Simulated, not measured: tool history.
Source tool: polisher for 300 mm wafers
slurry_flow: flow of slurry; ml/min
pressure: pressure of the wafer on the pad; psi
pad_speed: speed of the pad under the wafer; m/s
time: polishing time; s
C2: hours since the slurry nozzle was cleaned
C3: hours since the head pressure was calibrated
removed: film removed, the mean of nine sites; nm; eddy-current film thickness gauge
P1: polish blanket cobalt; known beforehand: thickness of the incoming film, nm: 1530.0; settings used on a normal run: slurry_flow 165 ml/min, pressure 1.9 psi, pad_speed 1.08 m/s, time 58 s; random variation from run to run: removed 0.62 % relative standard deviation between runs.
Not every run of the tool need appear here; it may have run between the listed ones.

Run 1, day 0.754: slurry_flow 165 ml/min, pressure 1.9 psi, pad_speed 1.08 m/s, time 58 s; wafers polished on this pad 1269; C2 515.9; C3 220.9. Result: removed 322.37 nm.
Run 2, day 1.150: slurry_flow 165 ml/min, pressure 1.9 psi, pad_speed 1.08 m/s, time 84 s; wafers polished on this pad 1396; C2 525.4; C3 230.4. Result: removed 458.82 nm.
Run 3, day 1.917: slurry_flow 245 ml/min, pressure 1.4 psi, pad_speed 1.08 m/s, time 58 s; wafers polished on this pad 1642; C2 543.8; C3 248.8. Result: removed 244.66 nm.
Run 4, day 2.612: slurry_flow 165 ml/min, pressure 1.9 psi, pad_speed 1.08 m/s, time 58 s; wafers polished on this pad 1865; C2 560.5; C3 265.5. Result: removed 320.94 nm.
Run 5, day 3.233: slurry_flow 165 ml/min, pressure 1.9 psi, pad_speed 1.08 m/s, time 58 s; wafers polished on this pad 2064; C2 575.4; C3 280.4. Result: removed 320.91 nm.
Run 6, day 3.583: slurry_flow 165 ml/min, pressure 1.9 psi, pad_speed 1.08 m/s, time 58 s; wafers polished on this pad 2176; C2 583.8; C3 288.8. Result: removed 320.77 nm.
Run 7, day 4.208: slurry_flow 165 ml/min, pressure 1.9 psi, pad_speed 1.08 m/s, time 42 s; wafers polished on this pad 2377; C2 598.8; C3 303.8. Result: removed 230.50 nm.
Run 8, day 4.842: slurry_flow 165 ml/min, pressure 1.3 psi, pad_speed 1.08 m/s, time 58 s; wafers polished on this pad 2580; C2 614.0; C3 319.0. Result: removed 217.30 nm.
Run 9, day 5.183: slurry_flow 100 ml/min, pressure 1.9 psi, pad_speed 1.08 m/s, time 58 s; wafers polished on this pad 2689; C2 622.2; C3 327.2. Result: removed 289.55 nm.
Run 10, day 5.858: slurry_flow 165 ml/min, pressure 1.9 psi, pad_speed 1.48 m/s, time 58 s; wafers polished on this pad 2906; C2 638.4; C3 343.4. Result: removed 436.60 nm.
Run 11, day 6.438: slurry_flow 230 ml/min, pressure 1.9 psi, pad_speed 1.08 m/s, time 58 s; wafers polished on this pad 3092; C2 652.3; C3 357.3. Result: removed 337.90 nm.
Run 12, day 6.850: slurry_flow 165 ml/min, pressure 1.9 psi, pad_speed 0.48 m/s, time 58 s; wafers polished on this pad 3224; C2 662.2; C3 367.2. Result: removed 140.85 nm.
Run 13, day 7.512: slurry_flow 165 ml/min, pressure 1.9 psi, pad_speed 1.08 m/s, time 58 s; wafers polished on this pad 3436; C2 678.1; C3 383.1. Result: removed 317.53 nm.
Run 14, day 8.267: slurry_flow 165 ml/min, pressure 2.5 psi, pad_speed 1.08 m/s, time 58 s; wafers polished on this pad 3678; C2 696.2; C3 401.2. Result: removed 418.22 nm.
Run 15, day 8.617: slurry_flow 115 ml/min, pressure 1.9 psi, pad_speed 1.08 m/s, time 80 s; wafers polished on this pad 3790; C2 704.6; C3 409.6. Result: removed 411.63 nm.
Run 16, day 9.288: slurry_flow 165 ml/min, pressure 1.9 psi, pad_speed 1.08 m/s, time 58 s; wafers polished on this pad 4005; C2 720.7; C3 425.7. Result: removed 317.31 nm.
Run 17, day 9.846: slurry_flow 165 ml/min, pressure 1.9 psi, pad_speed 1.08 m/s, time 58 s; wafers polished on this pad 4184; C2 734.1; C3 439.1. Result: removed 315.24 nm.
Run 18, day 10.575: slurry_flow 165 ml/min, pressure 1.9 psi, pad_speed 1.08 m/s, time 58 s; wafers polished on this pad 4418; C2 751.6; C3 456.6. Result: removed 304.55 nm.
Run 19, day 11.067: slurry_flow 165 ml/min, pressure 1.9 psi, pad_speed 1.08 m/s, time 58 s; wafers polished on this pad 4576; C2 763.4; C3 468.4. Result: removed 304.92 nm.
Run 20, day 11.496: slurry_flow 165 ml/min, pressure 1.9 psi, pad_speed 1.08 m/s, time 58 s; wafers polished on this pad 4714; C2 773.7; C3 478.7. Result: removed 301.22 nm.

The next listed run, before its measurement:
At day 11.654: head pressure recalibrated.
Run 21, day 11.879: slurry_flow 165 ml/min, pressure 1.9 psi, pad_speed 1.08 m/s, time 58 s; wafers polished on this pad 4837; C2 782.9; C3 5.5. Result: removed ?.

Run 21 produced removed 303.46 nm.
